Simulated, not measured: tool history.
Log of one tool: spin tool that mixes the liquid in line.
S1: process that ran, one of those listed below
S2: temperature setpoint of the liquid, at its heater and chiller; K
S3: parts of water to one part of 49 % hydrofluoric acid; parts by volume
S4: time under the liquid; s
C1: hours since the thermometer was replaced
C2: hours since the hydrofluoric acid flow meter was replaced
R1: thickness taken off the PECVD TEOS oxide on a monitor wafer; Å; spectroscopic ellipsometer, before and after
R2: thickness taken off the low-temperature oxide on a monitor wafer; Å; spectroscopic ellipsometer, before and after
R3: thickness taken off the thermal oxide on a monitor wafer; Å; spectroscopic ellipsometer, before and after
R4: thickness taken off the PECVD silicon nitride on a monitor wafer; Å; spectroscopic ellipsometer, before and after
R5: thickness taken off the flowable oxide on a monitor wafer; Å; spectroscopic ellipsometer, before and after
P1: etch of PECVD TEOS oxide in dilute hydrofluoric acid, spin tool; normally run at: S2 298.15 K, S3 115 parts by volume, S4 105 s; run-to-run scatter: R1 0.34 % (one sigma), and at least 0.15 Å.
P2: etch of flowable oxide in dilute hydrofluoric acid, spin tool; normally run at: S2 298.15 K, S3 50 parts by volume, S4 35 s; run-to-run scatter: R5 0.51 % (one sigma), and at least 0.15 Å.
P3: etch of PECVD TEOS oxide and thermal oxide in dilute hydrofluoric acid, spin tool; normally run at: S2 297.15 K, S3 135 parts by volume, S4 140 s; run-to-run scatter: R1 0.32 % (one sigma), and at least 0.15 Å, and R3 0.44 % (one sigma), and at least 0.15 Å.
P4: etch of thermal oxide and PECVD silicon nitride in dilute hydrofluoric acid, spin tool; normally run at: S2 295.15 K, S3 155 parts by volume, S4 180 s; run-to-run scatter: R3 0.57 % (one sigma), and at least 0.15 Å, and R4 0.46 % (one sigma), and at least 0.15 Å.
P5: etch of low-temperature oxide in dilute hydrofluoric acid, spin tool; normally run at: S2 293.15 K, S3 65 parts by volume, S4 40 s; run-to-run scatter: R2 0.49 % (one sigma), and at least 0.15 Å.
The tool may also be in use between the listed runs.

Run 1, hour 13.1: S1 P1, S2 298.15 K, S3 115 parts by volume, S4 105 s; C1 1464.7; C2 1370.2. Result: R1 128.610 Å.
Run 2, hour 30.6: S1 P1, S2 298.15 K, S3 115 parts by volume, S4 105 s; C1 1482.2; C2 1387.7. Result: R1 128.260 Å.
Run 3, hour 45.6: S1 P5, S2 293.15 K, S3 65 parts by volume, S4 40 s; C1 1497.2; C2 1402.7. Result: R2 100.370 Å.
Run 4, hour 55.0: S1 P4, S2 295.15 K, S3 155 parts by volume, S4 295 s; C1 1506.6; C2 1412.1. Result: R3 79.080 Å, R4 78.373 Å.
Run 5, hour 72.2: S1 P1, S2 298.15 K, S3 115 parts by volume, S4 105 s; C1 1523.8; C2 1429.3. Result: R1 128.620 Å.
Run 6, hour 86.9: S1 P5, S2 293.15 K, S3 20 parts by volume, S4 40 s; C1 1538.5; C2 1444.0. Result: R2 344.380 Å.
Run 7, hour 99.2: S1 P2, S2 298.15 K, S3 50 parts by volume, S4 35 s; C1 1550.8; C2 1456.3. Result: R5 306.41 Å.
Run 8, hour 109.0: S1 P1, S2 298.15 K, S3 115 parts by volume, S4 105 s; C1 1560.6; C2 1466.1. Result: R1 127.720 Å.
Run 9, hour 122.4: S1 P3, S2 297.15 K, S3 135 parts by volume, S4 140 s; C1 1574.0; C2 1479.5. Result: R1 96.543 Å, R3 45.723 Å.
Run 10, hour 131.1: S1 P2, S2 298.15 K, S3 20 parts by volume, S4 35 s; C1 1582.7; C2 1488.2. Result: R5 799.87 Å.
Run 11, hour 147.5: S1 P1, S2 294.15 K, S3 115 parts by volume, S4 20 s; C1 1599.1; C2 1504.6. Result: R1 20.938 Å.
Run 12, hour 162.9: S1 P3, S2 297.15 K, S3 135 parts by volume, S4 40 s; C1 1614.5; C2 1520.0. Result: R1 27.665 Å, R3 13.137 Å.
Run 13, hour 181.2: S1 P5, S2 293.15 K, S3 65 parts by volume, S4 40 s; C1 1632.8; C2 1538.3. Result: R2 100.060 Å.
Run 14, hour 196.6: S1 P1, S2 298.15 K, S3 115 parts by volume, S4 105 s; C1 1648.2; C2 1553.7. Result: R1 128.320 Å.
Run 15, hour 207.3: S1 P1, S2 290.65 K, S3 115 parts by volume, S4 105 s; C1 1658.9; C2 1564.4. Result: R1 94.643 Å.
Run 16, hour 219.9: S1 P5, S2 290.15 K, S3 65 parts by volume, S4 40 s; C1 1671.5; C2 1577.0. Result: R2 87.972 Å.
Run 17, hour 234.0: S1 P1, S2 298.15 K, S3 115 parts by volume, S4 15 s; C1 1685.6; C2 1591.1. Result: R1 18.317 Å.
Run 18, hour 247.5: S1 P1, S2 302.65 K, S3 115 parts by volume, S4 105 s; C1 1699.1; C2 1604.6. Result: R1 151.830 Å.
Run 19, hour 263.8: S1 P1, S2 298.15 K, S3 185 parts by volume, S4 105 s; C1 1715.4; C2 1620.9. Result: R1 73.876 Å.
Run 20, hour 274.3: S1 P1, S2 298.15 K, S3 115 parts by volume, S4 195 s; C1 1725.9; C2 1631.4. Result: R1 237.360 Å.
Run 21, hour 287.9: S1 P1, S2 298.15 K, S3 50 parts by volume, S4 105 s; C1 1739.5; C2 1645.0. Result: R1 320.320 Å.
Run 22, hour 301.7: S1 P3, S2 292.65 K, S3 135 parts by volume, S4 140 s; C1 1753.3; C2 1658.8. Result: R1 80.950 Å, R3 38.811 Å.
Run 23, hour 310.6: S1 P4, S2 295.15 K, S3 255 parts by volume, S4 180 s; C1 1762.2; C2 1667.7. Result: R3 26.366 Å, R4 29.575 Å.
Run 24, hour 327.4: S1 P2, S2 298.15 K, S3 50 parts by volume, S4 35 s; C1 1779.0; C2 1684.5. Result: R5 307.38 Å.
Run 25, hour 345.2: S1 P5, S2 293.15 K, S3 65 parts by volume, S4 75 s; C1 1796.8; C2 1702.3. Result: R2 188.220 Å.
Run 26, hour 360.1: S1 P2, S2 298.15 K, S3 50 parts by volume, S4 65 s; C1 1811.7; C2 1717.2. Result: R5 570.59 Å.
Run 27, hour 369.5: S1 P4, S2 302.65 K, S3 155 parts by volume, S4 180 s; C1 1821.1; C2 1726.6. Result: R3 62.569 Å, R4 77.020 Å.
Run 28, hour 387.9: S1 P3, S2 297.15 K, S3 230 parts by volume, S4 140 s; C1 1839.5; C2 1745.0. Result: R1 50.509 Å, R3 24.639 Å.
Run 29, hour 400.5: S1 P2, S2 305.65 K, S3 50 parts by volume, S4 35 s; C1 1852.1; C2 1757.6. Result: R5 410.30 Å.
Run 30, hour 409.4: S1 P4, S2 295.15 K, S3 155 parts by volume, S4 180 s; C1 1861.0; C2 1766.5. Result: R3 48.014 Å, R4 47.766 Å.
Run 31, hour 423.3: S1 P1, S2 298.15 K, S3 115 parts by volume, S4 105 s; C1 1874.9; C2 1780.4. Result: R1 128.580 Å.
Run 32, hour 440.4: S1 P1, S2 298.15 K, S3 115 parts by volume, S4 105 s; C1 1892.0; C2 1797.5. Result: R1 132.300 Å.
Run 33, hour 454.0: S1 P1, S2 298.15 K, S3 115 parts by volume, S4 105 s; C1 1905.6; C2 1811.1. Result: R1 134.640 Å.
Run 34, hour 465.9: S1 P1, S2 298.15 K, S3 115 parts by volume, S4 105 s; C1 1917.5; C2 1823.0. Result: R1 135.790 Å.
Run 35, hour 483.7: S1 P1, S2 298.15 K, S3 115 parts by volume, S4 105 s; C1 1935.3; C2 1840.8. Result: R1 135.830 Å.
Run 36, hour 496.0: S1 P1, S2 298.15 K, S3 115 parts by volume, S4 105 s; C1 1947.6; C2 1853.1. Result: R1 137.120 Å.
Run 37, hour 513.7: S1 P1, S2 298.15 K, S3 115 parts by volume, S4 105 s; C1 1965.3; C2 1870.8. Result: R1 136.760 Å.
Run 38, hour 523.2: S1 P1, S2 298.15 K, S3 115 parts by volume, S4 105 s; C1 1974.8; C2 1880.3. Result: R1 138.150 Å.
Run 39, hour 531.8: S1 P1, S2 298.15 K, S3 115 parts by volume, S4 105 s; C1 1983.4; C2 1888.9. Result: R1 137.630 Å.
Run 40, hour 542.3: S1 P1, S2 298.15 K, S3 115 parts by volume, S4 105 s; C1 1993.9; C2 1899.4. Result: R1 137.890 Å.

What P1 gives has crept away from where it was. These 2 causes fit the log equally well, each at the size given:
A: hydrofluoric acid flow above the setpoint (%) = 6.55
B: liquid hotter than its thermometer reads (K) = 1.88
The creep began at about hour 423.3.

4 check runs are offered, one wafer each, their results left as question marks. Which one tells the causes apart?
Run check 1, hour 552.8: S1 P5, S2 293.15 K, S3 65 parts by volume, S4 65 s. Result: R2 ?.
Run check 2, hour 552.8: S1 P3, S2 297.15 K, S3 200 parts by volume, S4 140 s. Result: R1 ?, R3 ?.
Run check 3, hour 552.8: S1 P2, S2 305.65 K, S3 50 parts by volume, S4 60 s. Result: R5 ?.
Run check 4, hour 552.8: S1 P4, S2 301.15 K, S3 155 parts by volume, S4 265 s. Result: R3 ?, R4 ?.

What each check would give under each cause:
  check  result     if A     if B
check 1      R2  173.780  175.560
check 2      R1   64.970   64.454
check 2      R3   31.222   30.974
check 3      R5   757.14   759.70
check 4      R3   95.020   94.326
check 4      R4  110.090  115.970
How far apart the two closest causes lie, in the result that separates them most: check 1 1.02 %; check 2 0.8 %; check 3 0.34 %; check 4 5.2 %
Check 4 tells the causes apart: in the others they would give nearly the same result.

Check 4 was then run and gave: R3 94.345 Å; R4 116.540 Å. Which cause is it?

It is B: liquid hotter than its thermometer reads (K).
